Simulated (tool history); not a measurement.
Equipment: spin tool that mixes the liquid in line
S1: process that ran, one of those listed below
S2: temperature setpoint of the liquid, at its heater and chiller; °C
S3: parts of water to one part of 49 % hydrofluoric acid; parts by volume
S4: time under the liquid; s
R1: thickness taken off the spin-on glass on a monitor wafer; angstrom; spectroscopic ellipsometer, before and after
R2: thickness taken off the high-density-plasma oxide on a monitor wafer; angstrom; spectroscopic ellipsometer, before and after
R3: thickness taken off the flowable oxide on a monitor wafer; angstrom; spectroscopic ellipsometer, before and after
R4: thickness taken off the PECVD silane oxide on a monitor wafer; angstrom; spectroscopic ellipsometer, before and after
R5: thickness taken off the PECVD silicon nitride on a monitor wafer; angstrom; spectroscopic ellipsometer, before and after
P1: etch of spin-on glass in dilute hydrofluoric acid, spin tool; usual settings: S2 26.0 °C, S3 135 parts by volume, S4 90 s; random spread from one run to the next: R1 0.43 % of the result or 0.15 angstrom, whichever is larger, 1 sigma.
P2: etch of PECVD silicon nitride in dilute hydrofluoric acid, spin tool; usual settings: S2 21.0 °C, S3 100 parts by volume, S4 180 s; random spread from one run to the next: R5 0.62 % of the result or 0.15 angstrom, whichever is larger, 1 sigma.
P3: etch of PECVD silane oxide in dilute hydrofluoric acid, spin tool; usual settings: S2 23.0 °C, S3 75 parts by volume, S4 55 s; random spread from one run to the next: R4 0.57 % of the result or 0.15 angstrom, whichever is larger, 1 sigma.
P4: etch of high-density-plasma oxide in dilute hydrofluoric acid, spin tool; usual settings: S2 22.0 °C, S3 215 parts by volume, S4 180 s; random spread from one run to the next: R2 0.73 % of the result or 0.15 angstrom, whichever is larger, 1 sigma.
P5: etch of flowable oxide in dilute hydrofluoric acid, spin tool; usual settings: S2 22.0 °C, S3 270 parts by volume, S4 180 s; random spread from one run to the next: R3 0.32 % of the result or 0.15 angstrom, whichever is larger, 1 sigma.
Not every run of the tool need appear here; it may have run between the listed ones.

run 1 day=0.171 | S1=P1 S2=26.0 S3=135 S4=90 | R1=207.100
run 2 day=0.438 | S1=P1 S2=19.0 S3=135 S4=90 | R1=157.340
run 3 day=0.629 | S1=P4 S2=22.0 S3=215 S4=180 | R2=34.1390
run 4 day=0.908 | S1=P5 S2=22.0 S3=270 S4=325 | R3=341.37
run 5 day=1.146 | S1=P1 S2=26.0 S3=135 S4=90 | R1=204.700
run 6 day=1.358 | S1=P3 S2=18.5 S3=75 S4=55 | R4=256.680
run 7 day=1.521 | S1=P3 S2=23.0 S3=75 S4=15 | R4=84.227
run 8 day=1.862 | S1=P4 S2=22.0 S3=65 S4=180 | R2=136.0600
run 9 day=2.104 | S1=P1 S2=31.5 S3=135 S4=15 | R1=42.047
run 10 day=2.288 | S1=P5 S2=22.0 S3=270 S4=180 | R3=189.07
run 11 day=2.600 | S1=P2 S2=17.0 S3=100 S4=180 | R5=24.330
run 12 day=2.812 | S1=P3 S2=23.0 S3=75 S4=55 | R4=308.280
run 13 day=3.108 | S1=P2 S2=21.0 S3=100 S4=180 | R5=32.113
run 14 day=3.308 | S1=P1 S2=26.0 S3=20 S4=90 | R1=1622.800
run 15 day=3.462 | S1=P2 S2=21.0 S3=100 S4=180 | R5=31.954
run 16 day=3.721 | S1=P1 S2=26.0 S3=135 S4=145 | R1=331.500
run 17 day=3.921 | S1=P5 S2=22.0 S3=65 S4=180 | R3=978.42
run 18 day=4.158 | S1=P2 S2=21.0 S3=170 S4=180 | R5=18.881
run 19 day=4.362 | S1=P1 S2=26.0 S3=195 S4=90 | R1=133.410
run 20 day=4.688 | S1=P4 S2=22.0 S3=215 S4=180 | R2=34.3600
run 21 day=4.858 | S1=P3 S2=23.0 S3=120 S4=55 | R4=182.480
run 22 day=5.146 | S1=P5 S2=17.0 S3=270 S4=180 | R3=156.93
run 23 day=5.350 | S1=P4 S2=28.5 S3=215 S4=180 | R2=43.9680
run 24 day=5.646 | S1=P4 S2=22.0 S3=215 S4=35 | R2=6.7694
run 25 day=5.871 | S1=P1 S2=34.0 S3=135 S4=90 | R1=272.440
run 26 day=6.158 | S1=P1 S2=26.0 S3=135 S4=90 | R1=205.340
run 27 day=6.479 | S1=P2 S2=21.0 S3=100 S4=65 | R5=11.692
run 28 day=6.633 | S1=P1 S2=26.0 S3=135 S4=90 | R1=206.410
run 29 day=6.796 | S1=P1 S2=26.0 S3=135 S4=35 | R1=79.252
run 30 day=7.058 | S1=P1 S2=26.0 S3=135 S4=90 | R1=205.890
run 31 day=7.225 | S1=P1 S2=26.0 S3=135 S4=90 | R1=200.180
run 32 day=7.375 | S1=P1 S2=26.0 S3=135 S4=90 | R1=197.870
run 33 day=7.658 | S1=P1 S2=26.0 S3=135 S4=90 | R1=194.400
run 34 day=7.888 | S1=P1 S2=26.0 S3=135 S4=90 | R1=194.380
run 35 day=8.121 | S1=P1 S2=26.0 S3=135 S4=90 | R1=193.450
run 36 day=8.308 | S1=P1 S2=26.0 S3=135 S4=90 | R1=191.430
run 37 day=8.512 | S1=P1 S2=26.0 S3=135 S4=90 | R1=193.530

The output of P1 has drifted from where it used to be. Each of the 2 causes below, taken at the size shown beside it, accounts for the log equally well:
A: liquid colder than its thermometer reads (K) = 1.77
B: hydrofluoric acid flow below the setpoint (%) = 5.62
The drift started at roughly day 7.058.

Which of the check runs below tells the causes apart, meaning the causes would give it clearly different results? Each run uses 2 wafers whose results are averaged, and each result is shown as a question mark.
run check 1 day=8.717 | S1=P4 S2=25.0 S3=70 S4=180 | R2=?
run check 2 day=8.717 | S1=P3 S2=23.0 S3=110 S4=55 | R4=?
run check 3 day=8.717 | S1=P2 S2=21.0 S3=135 S4=180 | R5=?
run check 4 day=8.717 | S1=P5 S2=17.0 S3=270 S4=320 | R3=?

Expected result of each check under each candidate cause:
check=check_1 result=R2 if_A=131.5500 if_B=132.6500
check=check_2 result=R4 if_A=188.020 if_B=189.020
check=check_3 result=R5 if_A=21.224 if_B=22.586
check=check_4 result=R3 if_A=260.16 if_B=259.44
Per-check spread between the two closest causes, in the result where they differ most: check 1 0.83 %; check 2 0.53 %; check 3 6.22 %; check 4 0.28 %
Check 3 tells the causes apart: in the others they would give nearly the same result.

Then check 3 was run and gave: R5 21.161 angstrom. Which cause is it?

It was cause A: liquid colder than its thermometer reads (K).
